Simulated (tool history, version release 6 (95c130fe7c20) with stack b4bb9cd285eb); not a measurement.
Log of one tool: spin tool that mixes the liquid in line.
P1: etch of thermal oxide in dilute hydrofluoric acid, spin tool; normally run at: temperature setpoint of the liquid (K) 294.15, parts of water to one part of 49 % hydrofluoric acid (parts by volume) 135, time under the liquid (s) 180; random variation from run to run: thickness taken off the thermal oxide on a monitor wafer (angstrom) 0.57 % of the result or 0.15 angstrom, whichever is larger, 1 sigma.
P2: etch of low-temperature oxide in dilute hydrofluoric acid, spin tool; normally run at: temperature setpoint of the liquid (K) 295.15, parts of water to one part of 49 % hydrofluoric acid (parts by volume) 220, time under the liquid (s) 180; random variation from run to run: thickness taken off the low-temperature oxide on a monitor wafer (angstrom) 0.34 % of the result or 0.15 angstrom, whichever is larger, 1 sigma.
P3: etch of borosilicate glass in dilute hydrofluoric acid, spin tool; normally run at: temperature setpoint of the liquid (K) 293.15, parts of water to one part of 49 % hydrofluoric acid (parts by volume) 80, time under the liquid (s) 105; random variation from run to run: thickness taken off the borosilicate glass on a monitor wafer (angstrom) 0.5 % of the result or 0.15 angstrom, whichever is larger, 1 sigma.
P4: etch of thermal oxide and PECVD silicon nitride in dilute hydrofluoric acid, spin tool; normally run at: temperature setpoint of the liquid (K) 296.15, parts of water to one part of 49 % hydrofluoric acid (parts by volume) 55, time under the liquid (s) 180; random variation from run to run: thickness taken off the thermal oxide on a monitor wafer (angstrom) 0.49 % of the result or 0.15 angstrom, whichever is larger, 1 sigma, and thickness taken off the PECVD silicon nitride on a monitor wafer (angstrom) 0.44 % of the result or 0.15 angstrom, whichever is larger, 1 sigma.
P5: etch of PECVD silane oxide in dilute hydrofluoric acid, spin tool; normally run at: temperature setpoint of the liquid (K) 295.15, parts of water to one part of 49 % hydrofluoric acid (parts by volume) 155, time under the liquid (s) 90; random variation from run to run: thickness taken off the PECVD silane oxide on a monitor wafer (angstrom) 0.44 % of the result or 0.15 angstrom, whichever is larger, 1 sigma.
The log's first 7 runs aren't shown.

run,hour,process that ran,temperature setpoint of the liquid (K),parts of water to one part of 49 % hydrofluoric acid (parts by volume),time under the liquid (s),hours since the thermometer was replaced,hours since the hydrofluoric acid flow meter was replaced,thickness taken off the thermal oxide on a monitor wafer (angstrom),thickness taken off the PECVD silane oxide on a monitor wafer (angstrom),thickness taken off the low-temperature oxide on a monitor wafer (angstrom),thickness taken off the borosilicate glass on a monitor wafer (angstrom),thickness taken off the PECVD silicon nitride on a monitor wafer (angstrom)
8,42.9,P5,295.15,155,90,977.3,140.8,,98.617,,,
9,47.3,P1,294.15,135,180,981.7,145.2,54.519,,,,
10,52,P1,294.15,135,180,986.4,149.9,53.353,,,,
11,55.9,P3,293.15,80,105,990.3,153.8,,,,362.75,
12,62,P5,295.15,155,90,996.4,159.9,,99.358,,,
13,66.8,P5,295.15,155,15,1001.2,164.7,,16.527,,,
14,71.5,P2,295.15,220,180,1005.9,169.4,,,237.75,,
15,77.1,P2,295.15,65,180,1011.5,175,,,953.4,,
16,83.9,P1,294.15,135,180,1018.3,181.8,54.249,,,,
17,87.3,P1,290.15,135,180,1021.7,185.2,45.828,,,,
18,93.5,P1,294.15,135,260,1027.9,191.4,77.345,,,,
19,100.5,P4,296.15,20,180,1034.9,198.4,418.34,,,,146.92
20,105.8,P1,301.15,135,180,1040.2,203.7,70.844,,,,
21,110.2,P4,292.15,55,180,1044.6,208.1,123.11,,,,41.92
22,116.8,P4,296.15,55,180,1051.2,214.7,145.07,,,,55.406
23,121,P1,294.15,215,180,1055.4,218.9,31.105,,,,
24,125.7,P3,293.15,20,105,1060.1,223.6,,,,1582.3,

Forecast run 25:
25,128.9,P1,294.15,45,180,1063.3,226.8,?,,,,

thickness taken off the thermal oxide on a monitor wafer (angstrom): 179.15
